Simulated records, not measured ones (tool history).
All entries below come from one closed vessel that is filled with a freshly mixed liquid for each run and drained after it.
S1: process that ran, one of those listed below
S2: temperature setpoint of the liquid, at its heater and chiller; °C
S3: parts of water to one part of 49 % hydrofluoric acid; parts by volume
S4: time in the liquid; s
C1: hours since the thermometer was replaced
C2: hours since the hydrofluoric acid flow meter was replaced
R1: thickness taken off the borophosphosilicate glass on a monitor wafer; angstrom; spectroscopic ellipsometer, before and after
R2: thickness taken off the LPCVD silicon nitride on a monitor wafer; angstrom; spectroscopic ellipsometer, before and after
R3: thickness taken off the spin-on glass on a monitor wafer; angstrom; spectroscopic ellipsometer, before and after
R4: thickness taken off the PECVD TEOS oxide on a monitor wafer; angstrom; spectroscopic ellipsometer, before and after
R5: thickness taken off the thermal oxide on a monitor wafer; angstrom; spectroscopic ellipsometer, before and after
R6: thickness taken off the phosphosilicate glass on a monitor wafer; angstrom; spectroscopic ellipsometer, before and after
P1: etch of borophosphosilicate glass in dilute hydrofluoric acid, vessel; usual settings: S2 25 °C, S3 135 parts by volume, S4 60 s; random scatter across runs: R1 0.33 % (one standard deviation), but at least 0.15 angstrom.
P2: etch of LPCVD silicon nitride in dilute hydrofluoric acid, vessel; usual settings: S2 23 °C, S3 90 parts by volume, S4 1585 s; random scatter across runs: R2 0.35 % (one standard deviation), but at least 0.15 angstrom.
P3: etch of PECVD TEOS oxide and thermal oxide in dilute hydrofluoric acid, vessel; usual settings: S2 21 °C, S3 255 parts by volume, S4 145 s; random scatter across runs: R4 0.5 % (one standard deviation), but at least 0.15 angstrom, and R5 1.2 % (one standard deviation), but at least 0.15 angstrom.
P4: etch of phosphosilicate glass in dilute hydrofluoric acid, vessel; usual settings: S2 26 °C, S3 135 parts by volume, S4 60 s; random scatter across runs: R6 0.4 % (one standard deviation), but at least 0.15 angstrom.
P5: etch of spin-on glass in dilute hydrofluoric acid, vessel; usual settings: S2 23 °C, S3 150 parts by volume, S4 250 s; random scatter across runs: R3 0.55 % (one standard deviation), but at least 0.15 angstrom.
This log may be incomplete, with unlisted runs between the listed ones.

run     day  S1    S2   S3    S4      C1     C2      R1      R2      R3      R4      R5      R6
  1   0.267  P1    25  135    60  1244.8  505.3  180.14
  2   0.675  P2    23  160  1585  1254.6  515.1          42.223
  3   0.946  P5    23   75   250  1261.1  521.6                  997.43
  4   1.217  P1  17.5  135    60  1267.6  528.1  134.28
  5   1.562  P1    25  135    60  1275.9  536.4  181.02
  6   1.988  P1    25  135    60  1286.1  546.6  181.01
  7   2.233  P3    21  255   145    1292  552.5                          104.29  19.948
  8   2.621  P1    33  135    60  1301.3  561.8  242.72
  9   2.888  P3    21  255   145  1307.7  568.2                          104.74  19.024
 10   3.208  P2  18.5   90  1585  1315.4  575.9          54.895
 11   3.483  P5    23  150   250    1322  582.5                  454.68
 12   3.821  P4  32.5  135    60  1330.1  590.6                                          664.02
 13     4.1  P1    25  135    60  1336.8  597.3  180.51
 14   4.521  P1    25  135    60  1346.9  607.4   180.6
 15   4.854  P1    25  135    60  1354.9  615.4  179.52
 16   5.288  P1  21.5   85    60  1365.3  625.8   265.1
 17   5.721  P4    26  135    60  1375.7  636.2                                          521.62
 18   6.058  P3    21   65   145  1383.8  644.3                          501.42  94.752
 19   6.254  P2    23   90  2370  1388.5    649          111.92
 20   6.658  P1    25  240    60  1398.2  658.7  90.369
 21   7.092  P1    25   35    90  1408.6  669.1  1196.5
 22   7.508  P3    21  255   285  1418.6  679.1                          204.39  39.318
 23   7.792  P5    31  150   250  1425.4  685.9                  619.87
 24     8.1  P1    25  135    30  1432.8  693.3  90.478
 25   8.529  P1    25  135   110  1443.1  703.6  331.52
 26   8.975  P1    25   45    60  1453.8  714.3  605.74
 27   9.354  P4    26  245    60  1462.9  723.4                                          254.69
 28   9.571  P1    30   30    60  1468.1  728.6  1140.4
 29   9.912  P5    23  150    30  1476.3  736.8                  54.915
 30  10.221  P3    17  255   145  1483.7  744.2                          89.924  16.961
 31  10.658  P4    26  135    30  1494.2  754.7                                          260.18
 32  11.096  P4    26  135    60  1504.7  765.2                                          520.51
 33  11.312  P2    23   90  1585  1509.9  770.4           74.38
 34  11.542  P1    25  135    60  1515.4  775.9   180.4
 35  11.942  P1    25  135    60    1525  785.5  184.58
 36  12.317  P1    25  135    60    1534  794.5  186.84
 37    12.7  P1    25  135    60  1543.2  803.7  186.92
 38  13.004  P1    25  135    60  1550.5    811  189.26
 39  13.454  P1    25  135    60  1561.3  821.8  190.98
 40  13.783  P1    25  135    60  1569.2  829.7  189.88
 41  14.229  P1    25  135    60  1579.9  840.4  191.02
 42  14.642  P1    25  135    60  1589.8  850.3  190.43
 43   14.95  P1    25  135    60  1597.2  857.7  190.01
 44  15.246  P1    25  135    60  1604.3  864.8   190.2

P1 no longer gives what it gave before; its output has crept away from where it was. The following 2 causes, each at its listed size, fit the log equally well:
A: liquid hotter than its thermometer reads (K) = 1.44
B: hydrofluoric acid flow above the setpoint (%) = 4.83
The creep began at about day 11.542.

Of the 4 check runs listed below, each run on one wafer and each result written as a question mark, which would let you distinguish the listed causes because they would give clearly different results?
check 1  15.542  P5    23   95   250                   ?
check 2  15.542  P4    26  200    60                               ?
check 3  15.542  P2  19.5  160  1585               ?
check 4  15.542  P3    21   95   240                       ?   ?

If the cause were each of the candidates in turn, the checks would give the following:
  check  result    if A    if B
check 1      R3  816.89  812.91
check 2      R6  342.92  344.96
check 3      R2  36.932  35.136
check 4      R4  582.34  578.76
check 4      R5  109.72  109.05
Minimum pairwise separation of causes per check, each pair taken at its best-separating result: check 1 0.49 %; check 2 0.59 %; check 3 4.98 %; check 4 0.62 %
The causes can be told apart only by check 3. The other checks would give nearly the same results under each of them.

Then check 3 was run and gave: R2 34.983 angstrom. Which cause is it?

The cause is B: hydrofluoric acid flow above the setpoint (%).
